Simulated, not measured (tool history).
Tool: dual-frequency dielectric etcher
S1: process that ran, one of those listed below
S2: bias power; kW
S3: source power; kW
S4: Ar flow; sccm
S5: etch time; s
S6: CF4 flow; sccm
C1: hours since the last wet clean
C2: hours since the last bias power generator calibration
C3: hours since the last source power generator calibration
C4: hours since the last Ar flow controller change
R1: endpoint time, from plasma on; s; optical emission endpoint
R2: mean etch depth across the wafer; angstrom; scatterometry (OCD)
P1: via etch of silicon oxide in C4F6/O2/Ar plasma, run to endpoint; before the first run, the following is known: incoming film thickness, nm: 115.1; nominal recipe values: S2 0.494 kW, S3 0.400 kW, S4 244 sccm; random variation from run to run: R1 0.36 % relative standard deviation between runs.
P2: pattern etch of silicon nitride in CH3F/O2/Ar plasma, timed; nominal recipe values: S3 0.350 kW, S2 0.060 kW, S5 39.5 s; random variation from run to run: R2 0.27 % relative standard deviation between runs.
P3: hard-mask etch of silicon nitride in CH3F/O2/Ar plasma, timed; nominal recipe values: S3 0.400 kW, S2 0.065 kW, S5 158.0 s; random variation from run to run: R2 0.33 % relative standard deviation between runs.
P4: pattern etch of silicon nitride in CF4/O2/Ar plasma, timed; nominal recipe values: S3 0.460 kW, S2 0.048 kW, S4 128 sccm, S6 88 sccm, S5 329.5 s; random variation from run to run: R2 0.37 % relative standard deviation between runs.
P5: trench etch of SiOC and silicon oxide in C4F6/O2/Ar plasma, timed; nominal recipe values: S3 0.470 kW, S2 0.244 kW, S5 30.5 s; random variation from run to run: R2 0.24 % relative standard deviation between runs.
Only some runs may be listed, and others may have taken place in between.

run,hour,S1,S2,S3,S4,S5,S6,C1,C2,C3,C4,R1,R2
1,17.0,P1,0.494,0.400,244,,,197.2,2354.5,2397.5,4077.1,25.342,
2,29.3,P2,0.060,0.270,,39.5,,209.5,2366.8,2409.8,4089.4,,224.32
3,39.8,P5,0.244,0.470,,30.5,,220.0,2377.3,2420.3,4099.9,,704.52
4,58.9,P1,0.616,0.280,244,,,239.1,2396.4,2439.4,4119.0,26.414,
5,68.3,P4,0.048,0.460,128,207.0,88,248.5,2405.8,2448.8,4128.4,,3414.40
6,87.2,P1,0.347,0.400,159,,,267.4,2424.7,2467.7,4147.3,27.493,
7,104.2,P1,0.494,0.400,244,,,284.4,2441.7,2484.7,4164.3,25.230,
8,116.1,P3,0.065,0.400,,220.0,,296.3,2453.6,2496.6,4176.2,,1491.30
9,130.1,P5,0.244,0.470,,30.5,,310.3,2467.6,2510.6,4190.2,,707.10
10,140.0,P4,0.048,0.460,128,329.5,88,320.2,2477.5,2520.5,4200.1,,5389.00
11,154.8,P1,0.494,0.400,343,,,335.0,2492.3,2535.3,4214.9,26.275,
12,166.3,P1,0.315,0.400,244,,,346.5,2503.8,2546.8,4226.4,29.754,
13,179.7,P4,0.048,0.460,76,329.5,88,359.9,2517.2,2560.2,4239.8,,5745.50
14,195.7,P2,0.060,0.350,,26.0,,375.9,2533.2,2576.2,4255.8,,162.52
15,213.4,P4,0.048,0.460,128,329.5,121,393.6,2550.9,2593.9,4273.5,,5624.60
16,223.0,P4,0.048,0.290,128,329.5,88,403.2,2560.5,2603.5,4283.1,,3613.80
17,233.4,P1,0.648,0.400,244,,,413.6,2570.9,2613.9,4293.5,22.747,
18,242.3,P1,0.494,0.540,244,,,422.5,2579.8,2622.8,4302.4,22.618,
19,258.2,P1,0.494,0.400,244,,,438.4,2595.7,2638.7,4318.3,25.403,
20,274.6,P1,0.494,0.400,244,,,454.8,2612.1,2655.1,4334.7,25.215,
21,286.1,P1,0.494,0.310,244,,,466.3,2623.6,2666.6,4346.2,27.757,
22,303.6,P3,0.065,0.550,,158.0,,483.8,2641.1,2684.1,4363.7,,1207.80
# hour 310.6: bias power generator calibrated
23,319.9,P5,0.244,0.470,,41.5,,500.1,9.4,2700.4,4380.0,,958.87
24,337.3,P5,0.244,0.280,,30.5,,517.5,26.8,2717.8,4397.4,,577.39
25,356.0,P4,0.036,0.460,128,329.5,88,536.2,45.5,2736.5,4416.1,,4802.10
26,366.7,P5,0.171,0.470,,30.5,,546.9,56.2,2747.2,4426.8,,628.24
27,377.9,P1,0.368,0.470,244,,,558.1,67.4,2758.4,4438.0,26.487,
28,396.5,P2,0.060,0.350,,39.5,,576.7,86.0,2777.0,4456.6,,247.60
29,406.7,P1,0.494,0.400,244,,,586.9,96.2,2787.2,4466.8,25.315,
30,421.2,P1,0.494,0.400,152,,,601.4,110.7,2801.7,4481.3,24.025,
31,431.9,P3,0.045,0.400,,158.0,,612.1,121.4,2812.4,4492.0,,952.73
32,446.8,P2,0.072,0.350,,39.5,,627.0,136.3,2827.3,4506.9,,263.92
33,464.1,P3,0.065,0.400,,158.0,,644.3,153.6,2844.6,4524.2,,1070.80
34,472.6,P1,0.494,0.400,244,,,652.8,162.1,2853.1,4532.7,25.312,
35,483.9,P2,0.060,0.350,,39.5,,664.1,173.4,2864.4,4544.0,,247.86
36,495.3,P1,0.494,0.400,244,,,675.5,184.8,2875.8,4555.4,25.265,
37,508.6,P1,0.494,0.400,244,,,688.8,198.1,2889.1,4568.7,25.076,
38,517.7,P1,0.494,0.400,244,,,697.9,207.2,2898.2,4577.8,24.981,
39,530.4,P1,0.494,0.400,244,,,710.6,219.9,2910.9,4590.5,25.009,
# hour 531.3: Ar flow controller replaced
40,543.6,P1,0.494,0.400,244,,,723.8,233.1,2924.1,12.3,24.791,
# hour 550.9: wet clean of the chamber
41,557.1,P1,0.494,0.400,244,,,6.2,246.6,2937.6,25.8,24.861,
42,574.1,P1,0.494,0.400,244,,,23.2,263.6,2954.6,42.8,24.861,

What P1 gives has crept away from where it was. These 2 causes fit the log equally well, each at the size given:
A: bias power that arrives over what is set, % = 4.92
B: source power that arrives over what is set, % = 4.99
The onset of the drift is placed at about hour 495.3.
The rest of the possible causes, and what rules out each one:
chamber walls in a state that raises the etch rate, %: serviced at hour 550.9, after the drift had started, without restoring the earlier output
Ar flow that arrives under what is set, %: serviced at hour 531.3, after the drift had started, without restoring the earlier output

Below are 4 check runs, each averaged over 2 wafers, with their results shown as question marks. Which of them would give clearly different results depending on which cause is behind the drift?
check 1,591.1,P5,0.244,0.470,,30.5,,,,,,,?
check 2,591.1,P3,0.065,0.400,,158.0,,,,,,,?
check 3,591.1,P4,0.048,0.460,128,329.5,88,,,,,,?
check 4,591.1,P2,0.060,0.350,,39.5,,,,,,,?

What each check would give under each cause:
check,result,if A,if B
check 1,R2,715.87,717.75
check 2,R2,1092.80,1095.50
check 3,R2,5489.30,5618.30
check 4,R2,251.27,251.93
Minimum pairwise separation of causes per check, each pair taken at its best-separating result: check 1 0.26 %; check 2 0.24 %; check 3 2.32 %; check 4 0.26 %
The other checks would show nearly matching results whichever cause is true, so check 3 is the only one that separates the causes.

With check 3 done, the readings were: R2 5615.70 angstrom. Identify which of the listed causes applies.

It is B: source power that arrives over what is set, %.
